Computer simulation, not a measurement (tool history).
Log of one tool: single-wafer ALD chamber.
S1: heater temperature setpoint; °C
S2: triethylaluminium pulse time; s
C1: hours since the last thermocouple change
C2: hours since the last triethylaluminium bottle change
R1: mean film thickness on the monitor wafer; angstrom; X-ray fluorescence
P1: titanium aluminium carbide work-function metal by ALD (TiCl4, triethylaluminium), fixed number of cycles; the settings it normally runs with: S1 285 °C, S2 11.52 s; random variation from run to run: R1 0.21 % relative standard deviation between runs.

run	hour	S1	S2	C1	C2	R1
1	7.3	285	11.52	651.3	555.6	18.582
2	20.2	303	11.52	664.2	568.5	20.103
3	30.2	285	11.52	674.2	578.5	18.499
4	40.3	285	11.52	684.3	588.6	18.594
# hour 48.3: thermocouple changed; heater temperature recalibrated
5	54.1	285	11.52	5.9	602.4	18.607
6	65.1	300	18.68	16.9	613.4	20.203
7	76.8	270	15.56	28.6	625.1	17.593
8	87.4	265	11.52	39.2	635.7	16.926
9	94.4	285	11.52	46.2	642.7	18.578
10	104.3	285	5.32	56.1	652.6	15.892
11	113.4	285	18.79	65.2	661.7	18.855
12	121.5	285	11.52	73.3	669.8	18.517

Expected results for the next run?
13	133.1	285	11.52	84.9	681.4	?

Run 13 measured R1 18.421 angstrom.
